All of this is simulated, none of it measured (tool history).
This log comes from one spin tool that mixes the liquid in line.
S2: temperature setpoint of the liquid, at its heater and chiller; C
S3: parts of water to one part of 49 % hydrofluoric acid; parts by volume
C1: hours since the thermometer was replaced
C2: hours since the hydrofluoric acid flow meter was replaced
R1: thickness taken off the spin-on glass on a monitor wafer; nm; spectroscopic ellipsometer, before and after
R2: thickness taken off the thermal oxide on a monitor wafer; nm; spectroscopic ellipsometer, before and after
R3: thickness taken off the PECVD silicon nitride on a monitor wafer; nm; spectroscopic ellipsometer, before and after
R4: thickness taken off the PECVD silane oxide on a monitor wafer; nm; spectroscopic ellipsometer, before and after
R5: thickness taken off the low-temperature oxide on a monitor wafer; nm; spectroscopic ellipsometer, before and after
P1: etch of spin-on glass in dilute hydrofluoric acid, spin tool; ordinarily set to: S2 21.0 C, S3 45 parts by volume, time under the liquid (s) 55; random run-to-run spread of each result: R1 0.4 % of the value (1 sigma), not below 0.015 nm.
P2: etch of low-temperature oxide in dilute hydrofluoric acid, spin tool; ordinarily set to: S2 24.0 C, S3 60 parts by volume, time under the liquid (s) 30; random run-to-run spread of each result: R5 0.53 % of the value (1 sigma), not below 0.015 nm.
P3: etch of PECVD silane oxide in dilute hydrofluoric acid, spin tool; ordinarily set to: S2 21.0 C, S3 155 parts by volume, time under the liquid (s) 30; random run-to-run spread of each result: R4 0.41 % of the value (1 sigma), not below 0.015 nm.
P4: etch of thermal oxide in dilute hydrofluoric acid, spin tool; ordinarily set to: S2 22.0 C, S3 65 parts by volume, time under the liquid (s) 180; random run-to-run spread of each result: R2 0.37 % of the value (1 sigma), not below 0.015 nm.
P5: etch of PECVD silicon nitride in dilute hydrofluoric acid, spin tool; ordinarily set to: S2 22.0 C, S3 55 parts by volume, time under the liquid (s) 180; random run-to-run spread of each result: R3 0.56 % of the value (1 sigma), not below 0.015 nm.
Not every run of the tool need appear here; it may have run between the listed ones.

Run 1, hour 9.3: process that ran P1, S2 21.0 C, S3 45 parts by volume, time under the liquid (s) 55; C1 629.0; C2 798.3. Result: R1 39.745 nm.
Run 2, hour 19.9: process that ran P1, S2 21.0 C, S3 20 parts by volume, time under the liquid (s) 55; C1 639.6; C2 808.9. Result: R1 91.207 nm.
Run 3, hour 28.7: process that ran P1, S2 21.0 C, S3 70 parts by volume, time under the liquid (s) 55; C1 648.4; C2 817.7. Result: R1 24.523 nm.
Run 4, hour 40.9: process that ran P4, S2 17.0 C, S3 65 parts by volume, time under the liquid (s) 180; C1 660.6; C2 829.9. Result: R2 9.62630 nm.
Run 5, hour 47.5: process that ran P5, S2 22.0 C, S3 55 parts by volume, time under the liquid (s) 180; C1 667.2; C2 836.5. Result: R3 5.6210 nm.
Run 6, hour 55.4: process that ran P3, S2 17.0 C, S3 155 parts by volume, time under the liquid (s) 30; C1 675.1; C2 844.4. Result: R4 5.6499 nm.
Run 7, hour 66.8: process that ran P4, S2 22.0 C, S3 40 parts by volume, time under the liquid (s) 180; C1 686.5; C2 855.8. Result: R2 19.85400 nm.
Run 8, hour 78.1: process that ran P3, S2 21.0 C, S3 155 parts by volume, time under the liquid (s) 30; C1 697.8; C2 867.1. Result: R4 6.6319 nm.
Run 9, hour 85.1: process that ran P2, S2 24.0 C, S3 60 parts by volume, time under the liquid (s) 15; C1 704.8; C2 874.1. Result: R5 6.5369 nm.
Run 10, hour 94.7: process that ran P1, S2 21.0 C, S3 45 parts by volume, time under the liquid (s) 55; C1 714.4; C2 883.7. Result: R1 39.401 nm.
Run 11, hour 105.3: process that ran P2, S2 24.0 C, S3 60 parts by volume, time under the liquid (s) 30; C1 725.0; C2 894.3. Result: R5 12.9600 nm.
Run 12, hour 112.2: process that ran P1, S2 21.0 C, S3 45 parts by volume, time under the liquid (s) 55; C1 731.9; C2 901.2. Result: R1 39.507 nm.
Run 13, hour 123.5: process that ran P1, S2 17.0 C, S3 45 parts by volume, time under the liquid (s) 55; C1 743.2; C2 912.5. Result: R1 33.299 nm.
Run 14, hour 134.6: process that ran P3, S2 21.0 C, S3 155 parts by volume, time under the liquid (s) 30; C1 754.3; C2 923.6. Result: R4 6.6068 nm.
Run 15, hour 145.3: process that ran P2, S2 24.0 C, S3 25 parts by volume, time under the liquid (s) 30; C1 765.0; C2 934.3. Result: R5 32.4030 nm.
Run 16, hour 153.3: process that ran P4, S2 22.0 C, S3 65 parts by volume, time under the liquid (s) 15; C1 773.0; C2 942.3. Result: R2 0.94776 nm.
Run 17, hour 158.8: process that ran P3, S2 21.0 C, S3 155 parts by volume, time under the liquid (s) 15; C1 778.5; C2 947.8. Result: R4 3.3212 nm.
Run 18, hour 169.9: process that ran P5, S2 22.0 C, S3 55 parts by volume, time under the liquid (s) 325; C1 789.6; C2 958.9. Result: R3 10.0590 nm.
Run 19, hour 176.1: process that ran P3, S2 21.0 C, S3 40 parts by volume, time under the liquid (s) 30; C1 795.8; C2 965.1. Result: R4 29.2130 nm.
At hour 183.9: thermometer replaced.
Run 20, hour 185.9: process that ran P1, S2 28.0 C, S3 45 parts by volume, time under the liquid (s) 55; C1 2.0; C2 974.9. Result: R1 52.891 nm.
Run 21, hour 192.7: process that ran P1, S2 21.0 C, S3 45 parts by volume, time under the liquid (s) 15; C1 8.8; C2 981.7. Result: R1 10.726 nm.
Run 22, hour 198.2: process that ran P1, S2 21.0 C, S3 45 parts by volume, time under the liquid (s) 55; C1 14.3; C2 987.2. Result: R1 39.119 nm.
Run 23, hour 207.5: process that ran P4, S2 22.0 C, S3 65 parts by volume, time under the liquid (s) 180; C1 23.6; C2 996.5. Result: R2 11.79600 nm.
At hour 209.1: hydrofluoric acid flow meter replaced.
Run 24, hour 213.1: process that ran P1, S2 21.0 C, S3 70 parts by volume, time under the liquid (s) 95; C1 29.2; C2 4.1. Result: R1 42.385 nm.
Run 25, hour 219.8: process that ran P4, S2 22.0 C, S3 65 parts by volume, time under the liquid (s) 180; C1 35.9; C2 10.8. Result: R2 11.82200 nm.
Run 26, hour 226.9: process that ran P5, S2 30.0 C, S3 55 parts by volume, time under the liquid (s) 180; C1 43.0; C2 17.9. Result: R3 9.4704 nm.
Run 27, hour 233.3: process that ran P1, S2 21.0 C, S3 45 parts by volume, time under the liquid (s) 85; C1 49.4; C2 24.3. Result: R1 60.642 nm.
Run 28, hour 240.6: process that ran P2, S2 17.5 C, S3 60 parts by volume, time under the liquid (s) 30; C1 56.7; C2 31.6. Result: R5 9.8401 nm.
Run 29, hour 250.6: process that ran P5, S2 22.0 C, S3 100 parts by volume, time under the liquid (s) 180; C1 66.7; C2 41.6. Result: R3 3.1266 nm.
Run 30, hour 259.3: process that ran P1, S2 21.0 C, S3 45 parts by volume, time under the liquid (s) 55; C1 75.4; C2 50.3. Result: R1 39.489 nm.
Run 31, hour 269.7: process that ran P1, S2 21.0 C, S3 45 parts by volume, time under the liquid (s) 55; C1 85.8; C2 60.7. Result: R1 40.858 nm.
Run 32, hour 275.7: process that ran P1, S2 21.0 C, S3 45 parts by volume, time under the liquid (s) 55; C1 91.8; C2 66.7. Result: R1 41.310 nm.
Run 33, hour 287.0: process that ran P1, S2 21.0 C, S3 45 parts by volume, time under the liquid (s) 55; C1 103.1; C2 78.0. Result: R1 42.052 nm.
Run 34, hour 293.3: process that ran P1, S2 21.0 C, S3 45 parts by volume, time under the liquid (s) 55; C1 109.4; C2 84.3. Result: R1 42.017 nm.
Run 35, hour 298.6: process that ran P1, S2 21.0 C, S3 45 parts by volume, time under the liquid (s) 55; C1 114.7; C2 89.6. Result: R1 42.084 nm.
Run 36, hour 305.1: process that ran P1, S2 21.0 C, S3 45 parts by volume, time under the liquid (s) 55; C1 121.2; C2 96.1. Result: R1 42.434 nm.
Run 37, hour 311.6: process that ran P1, S2 21.0 C, S3 45 parts by volume, time under the liquid (s) 55; C1 127.7; C2 102.6. Result: R1 42.820 nm.
Run 38, hour 322.2: process that ran P1, S2 21.0 C, S3 45 parts by volume, time under the liquid (s) 55; C1 138.3; C2 113.2. Result: R1 42.441 nm.
Run 39, hour 331.7: process that ran P1, S2 21.0 C, S3 45 parts by volume, time under the liquid (s) 55; C1 147.8; C2 122.7. Result: R1 42.266 nm.
Run 40, hour 337.2: process that ran P1, S2 21.0 C, S3 45 parts by volume, time under the liquid (s) 55; C1 153.3; C2 128.2. Result: R1 42.778 nm.

What P1 gives has crept off from where it sat before. The 2 causes that follow fit the log equally well, each at the size noted:
A: hydrofluoric acid flow above the setpoint (%) = 7.44
B: liquid hotter than its thermometer reads (K) = 1.8
The gradual shift began around hour 259.3.

Below are 4 check runs, each on a single wafer, with their results shown as question marks. Which of them would tell the listed causes apart, meaning the causes would give clearly different results under it?
Run check 1, hour 342.7: process that ran P4, S2 17.0 C, S3 65 parts by volume, time under the liquid (s) 180. Result: R2 ?.
Run check 2, hour 342.7: process that ran P2, S2 19.0 C, S3 60 parts by volume, time under the liquid (s) 30. Result: R5 ?.
Run check 3, hour 342.7: process that ran P3, S2 21.0 C, S3 40 parts by volume, time under the liquid (s) 20. Result: R4 ?.
Run check 4, hour 342.7: process that ran P5, S2 30.0 C, S3 55 parts by volume, time under the liquid (s) 285. Result: R3 ?.

If the cause were each of the candidates in turn, the checks would give the following:
  check  result      if A      if B
check 1      R2  10.35800  10.36100
check 2      R5   11.3410   11.3350
check 3      R4   21.1260   21.1410
check 4      R3   16.1630   16.8880
Minimum pairwise separation of causes per check, each pair taken at its best-separating result: check 1 0.03 %; check 2 0.05 %; check 3 0.07 %; check 4 4.38 %
Only check 4 tells the causes apart: in the others they would give nearly the same result.

The results of check 4 are: R3 16.8780 nm. Based on these, which of the listed causes is it?

B is the cause: liquid hotter than its thermometer reads (K).
